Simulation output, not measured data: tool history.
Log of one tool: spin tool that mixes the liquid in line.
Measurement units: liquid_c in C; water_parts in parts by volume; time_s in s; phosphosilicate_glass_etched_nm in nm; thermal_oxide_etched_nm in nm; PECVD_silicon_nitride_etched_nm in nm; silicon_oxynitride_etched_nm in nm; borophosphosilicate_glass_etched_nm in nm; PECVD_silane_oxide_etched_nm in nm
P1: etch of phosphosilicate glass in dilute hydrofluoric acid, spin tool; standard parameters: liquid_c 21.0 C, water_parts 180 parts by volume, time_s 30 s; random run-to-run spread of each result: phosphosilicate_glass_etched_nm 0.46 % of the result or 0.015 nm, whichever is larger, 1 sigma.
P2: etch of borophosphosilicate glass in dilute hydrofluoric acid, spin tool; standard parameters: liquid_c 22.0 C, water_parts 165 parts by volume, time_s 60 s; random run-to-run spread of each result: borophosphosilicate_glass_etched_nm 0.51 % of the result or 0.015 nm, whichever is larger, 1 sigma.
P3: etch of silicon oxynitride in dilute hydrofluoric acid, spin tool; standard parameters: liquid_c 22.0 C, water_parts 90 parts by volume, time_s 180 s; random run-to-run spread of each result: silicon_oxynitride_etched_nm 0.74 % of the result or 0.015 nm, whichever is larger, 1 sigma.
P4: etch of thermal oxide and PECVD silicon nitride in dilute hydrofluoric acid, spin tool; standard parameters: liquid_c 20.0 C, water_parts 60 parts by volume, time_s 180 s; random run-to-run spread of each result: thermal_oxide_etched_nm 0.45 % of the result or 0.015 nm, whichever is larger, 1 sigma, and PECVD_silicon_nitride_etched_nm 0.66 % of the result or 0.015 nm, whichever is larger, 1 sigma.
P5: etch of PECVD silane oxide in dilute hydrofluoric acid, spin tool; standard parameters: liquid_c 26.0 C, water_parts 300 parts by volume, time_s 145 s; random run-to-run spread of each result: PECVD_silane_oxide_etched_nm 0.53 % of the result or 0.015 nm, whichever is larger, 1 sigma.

run	hour	process	liquid_c	water_parts	time_s	hours since the thermometer was replaced	hours since the hydrofluoric acid flow meter was replaced	phosphosilicate_glass_etched_nm	thermal_oxide_etched_nm	PECVD_silicon_nitride_etched_nm	silicon_oxynitride_etched_nm	borophosphosilicate_glass_etched_nm	PECVD_silane_oxide_etched_nm
1	2.9	P1	21.0	180	30	961.3	72.6	27.238					
2	7.6	P4	20.0	105	180	966.0	77.3		6.8546	2.2421			
3	11.6	P1	21.0	180	30	970.0	81.3	27.438					
4	14.1	P1	27.5	180	15	972.5	83.8	17.424					
5	18.5	P1	21.0	45	30	976.9	88.2	126.780					
6	23.5	P3	22.0	130	180	981.9	93.2				2.3288		
7	26.4	P2	17.0	165	60	984.8	96.1					10.3180	
8	29.8	P5	26.0	300	260	988.2	99.5						13.7010
9	34.0	P1	21.0	180	30	992.4	103.7	27.346					
10	36.8	P1	27.5	180	30	995.2	106.5	34.607					
11	39.7	P4	20.0	60	180	998.1	109.4		12.7470	3.9038			
12	45.1	P2	22.0	165	60	1003.5	114.8					12.5710	
13	48.3	P2	22.0	165	15	1006.7	118.0					3.1853	
14	51.2	P1	21.0	180	30	1009.6	120.9	27.306					
15	55.1	P5	26.0	50	145	1013.5	124.8						61.4910
16	59.6	P1	28.0	105	30	1018.0	129.3	66.733					
17	63.8	P4	20.0	60	80	1022.2	133.5		5.6295	1.7189			
18	69.1	P1	21.0	180	15	1027.5	138.8	13.612					
19	72.2	P5	26.0	300	145	1030.6	141.9						7.5857
20	77.3	P3	29.5	90	180	1035.7	147.0				4.9580		
21	81.4	P3	22.0	90	340	1039.8	151.1				6.5971		
22	85.5	P1	21.0	260	30	1043.9	155.2	17.397					
23	89.0	P1	21.0	180	55	1047.4	158.7	50.234					
24	92.4	P1	28.5	180	15	1050.8	162.1	17.913					
25	96.5	P3	22.0	90	180	1054.9	166.2				3.4731		
26	101.2	P1	21.0	180	30	1059.6	170.9	27.170					
27	105.5	P5	31.0	300	145	1063.9	175.2						8.8472
28	108.5	P2	22.0	300	60	1066.9	178.2					6.1468	
29	114.0	P1	17.0	180	30	1072.4	183.7	23.284					
30	118.4	P3	22.0	90	180	1076.8	188.1				3.4748		
31	122.8	P4	17.0	60	180	1081.2	192.5		11.2160	3.1840			
32	127.3	P1	21.0	180	30	1085.7	197.0	26.968					
33	131.3	P1	21.0	180	30	1089.7	201.0	26.530					
34	136.4	P1	21.0	180	30	1094.8	206.1	25.686					
35	140.9	P1	21.0	180	30	1099.3	210.6	25.546					
36	144.8	P1	21.0	180	30	1103.2	214.5	25.196					
37	148.2	P1	21.0	180	30	1106.6	217.9	25.194					
38	152.0	P1	21.0	180	30	1110.4	221.7	25.061					
39	157.4	P1	21.0	180	30	1115.8	227.1	24.931					
40	162.4	P1	21.0	180	30	1120.8	232.1	24.780					
41	167.5	P1	21.0	180	30	1125.9	237.2	24.846					
42	171.0	P1	21.0	180	30	1129.4	240.7	24.703					
43	174.4	P1	21.0	180	30	1132.8	244.1	24.699					

P1 has crept away from where it was. The log is fitted equally well by each of these 2 causes, at the sizes shown:
A: hydrofluoric acid flow below the setpoint (%) = 7.71
B: liquid colder than its thermometer reads (K) = 2.44
The drift started at roughly hour 127.3.

Listed below are the offered check runs, one wafer per run, with question marks in place of results. For which of them would the causes give clearly different outcomes?
check 1	177.8	P4	20.0	60	100				?	?			
check 2	177.8	P3	28.5	120	180						?		
check 3	177.8	P2	17.0	165	15							?	
check 4	177.8	P5	26.0	70	240								?

Check results expected under each cause:
check	result	if A	if B
check 1	thermal_oxide_etched_nm	6.4762	6.3618
check 1	PECVD_silicon_nitride_etched_nm	1.9948	1.8190
check 2	silicon_oxynitride_etched_nm	3.1416	3.0766
check 3	borophosphosilicate_glass_etched_nm	2.3683	2.3513
check 4	PECVD_silane_oxide_etched_nm	64.3020	63.6560
Per-check spread between the two closest causes, in the result where they differ most: check 1 9.22 %; check 2 2.09 %; check 3 0.72 %; check 4 1.01 %
The causes can be told apart only by check 1. The other checks would give nearly the same results under each of them.

After running check 1, the following was obtained: thermal_oxide_etched_nm 6.4268 nm; PECVD_silicon_nitride_etched_nm 1.9927 nm. Which cause does this point to?

Of the candidate causes, it is A: hydrofluoric acid flow below the setpoint (%).
